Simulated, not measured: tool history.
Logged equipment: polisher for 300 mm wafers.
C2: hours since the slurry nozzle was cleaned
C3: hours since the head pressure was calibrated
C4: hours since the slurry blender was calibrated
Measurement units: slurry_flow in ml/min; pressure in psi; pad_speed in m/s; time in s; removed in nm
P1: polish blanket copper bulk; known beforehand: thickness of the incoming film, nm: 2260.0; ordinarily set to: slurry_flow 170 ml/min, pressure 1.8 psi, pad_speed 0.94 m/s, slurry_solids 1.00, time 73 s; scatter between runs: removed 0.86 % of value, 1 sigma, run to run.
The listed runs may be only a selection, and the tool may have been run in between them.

run 1 hour=7.9 | slurry_flow=170 pressure=1.8 pad_speed=0.94 slurry_solids=1.00 time=73 | wafers_polished_on_this_pad=308 C2=576.0 C3=101.3 C4=332.7 | removed=390.90
run 2 hour=15.7 | slurry_flow=170 pressure=1.8 pad_speed=0.94 slurry_solids=1.00 time=46 | wafers_polished_on_this_pad=388 C2=583.8 C3=109.1 C4=340.5 | removed=248.18
run 3 hour=26.3 | slurry_flow=170 pressure=1.8 pad_speed=0.42 slurry_solids=1.00 time=73 | wafers_polished_on_this_pad=496 C2=594.4 C3=119.7 C4=351.1 | removed=172.37
run 4 hour=36.5 | slurry_flow=230 pressure=1.8 pad_speed=0.94 slurry_solids=1.00 time=73 | wafers_polished_on_this_pad=600 C2=604.6 C3=129.9 C4=361.3 | removed=405.28
run 5 hour=41.3 | slurry_flow=170 pressure=1.8 pad_speed=0.94 slurry_solids=1.00 time=73 | wafers_polished_on_this_pad=649 C2=609.4 C3=134.7 C4=366.1 | removed=391.70
run 6 hour=50.3 | slurry_flow=170 pressure=1.8 pad_speed=0.94 slurry_solids=1.45 time=73 | wafers_polished_on_this_pad=741 C2=618.4 C3=143.7 C4=375.1 | removed=426.66
run 7 hour=60.3 | slurry_flow=100 pressure=1.8 pad_speed=0.94 slurry_solids=1.00 time=73 | wafers_polished_on_this_pad=843 C2=628.4 C3=153.7 C4=385.1 | removed=356.82
run 8 hour=70.6 | slurry_flow=170 pressure=2.8 pad_speed=0.94 slurry_solids=1.00 time=73 | wafers_polished_on_this_pad=948 C2=638.7 C3=164.0 C4=395.4 | removed=616.97
run 9 hour=81.0 | slurry_flow=170 pressure=1.0 pad_speed=0.94 slurry_solids=1.35 time=73 | wafers_polished_on_this_pad=1054 C2=649.1 C3=174.4 C4=405.8 | removed=233.78
run 10 hour=89.9 | slurry_flow=170 pressure=1.8 pad_speed=1.40 slurry_solids=1.00 time=73 | wafers_polished_on_this_pad=1145 C2=658.0 C3=183.3 C4=414.7 | removed=590.84
run 11 hour=96.6 | slurry_flow=170 pressure=1.8 pad_speed=0.94 slurry_solids=0.75 time=73 | wafers_polished_on_this_pad=1213 C2=664.7 C3=190.0 C4=421.4 | removed=373.24
run 12 hour=102.8 | slurry_flow=170 pressure=1.8 pad_speed=0.94 slurry_solids=1.00 time=73 | wafers_polished_on_this_pad=1276 C2=670.9 C3=196.2 C4=427.6 | removed=386.48
run 13 hour=113.3 | slurry_flow=170 pressure=1.8 pad_speed=0.94 slurry_solids=1.00 time=73 | wafers_polished_on_this_pad=1383 C2=681.4 C3=206.7 C4=438.1 | removed=393.54
-- hour=115.2 slurry blender recalibrated
run 14 hour=118.1 | slurry_flow=170 pressure=1.2 pad_speed=0.94 slurry_solids=1.00 time=73 | wafers_polished_on_this_pad=1432 C2=686.2 C3=211.5 C4=2.9 | removed=260.91
run 15 hour=126.2 | slurry_flow=170 pressure=1.8 pad_speed=0.94 slurry_solids=1.00 time=94 | wafers_polished_on_this_pad=1515 C2=694.3 C3=219.6 C4=11.0 | removed=502.11
run 16 hour=134.2 | slurry_flow=170 pressure=1.8 pad_speed=0.94 slurry_solids=1.00 time=73 | wafers_polished_on_this_pad=1596 C2=702.3 C3=227.6 C4=19.0 | removed=395.05
run 17 hour=143.0 | slurry_flow=170 pressure=1.8 pad_speed=0.94 slurry_solids=1.00 time=73 | wafers_polished_on_this_pad=1686 C2=711.1 C3=236.4 C4=27.8 | removed=394.33
run 18 hour=153.2 | slurry_flow=170 pressure=1.8 pad_speed=0.94 slurry_solids=1.00 time=73 | wafers_polished_on_this_pad=1790 C2=721.3 C3=246.6 C4=38.0 | removed=382.00
run 19 hour=158.7 | slurry_flow=170 pressure=1.8 pad_speed=0.94 slurry_solids=1.00 time=73 | wafers_polished_on_this_pad=1846 C2=726.8 C3=252.1 C4=43.5 | removed=382.52
-- hour=167.1 head pressure recalibrated
run 20 hour=169.5 | slurry_flow=170 pressure=1.8 pad_speed=0.94 slurry_solids=1.00 time=73 | wafers_polished_on_this_pad=1956 C2=737.6 C3=2.5 C4=54.3 | removed=374.79
run 21 hour=177.7 | slurry_flow=170 pressure=1.8 pad_speed=0.94 slurry_solids=1.00 time=73 | wafers_polished_on_this_pad=2040 C2=745.8 C3=10.7 C4=62.5 | removed=371.03
-- hour=182.5 slurry blender recalibrated
run 22 hour=186.2 | slurry_flow=170 pressure=1.8 pad_speed=0.94 slurry_solids=1.00 time=73 | wafers_polished_on_this_pad=2127 C2=754.3 C3=19.2 C4=3.8 | removed=373.14
run 23 hour=196.8 | slurry_flow=170 pressure=1.8 pad_speed=0.94 slurry_solids=1.00 time=73 | wafers_polished_on_this_pad=2235 C2=764.9 C3=29.8 C4=14.4 | removed=373.92
run 24 hour=201.9 | slurry_flow=170 pressure=1.8 pad_speed=0.94 slurry_solids=1.00 time=73 | wafers_polished_on_this_pad=2287 C2=770.0 C3=34.9 C4=19.5 | removed=373.67

Predict the results of run 25:
run 25 hour=211.3 | slurry_flow=170 pressure=1.8 pad_speed=0.94 slurry_solids=1.00 time=73 | wafers_polished_on_this_pad=2383 C2=779.4 C3=44.3 C4=28.9 | removed=?

Run 25 yielded removed 368.57 nm.
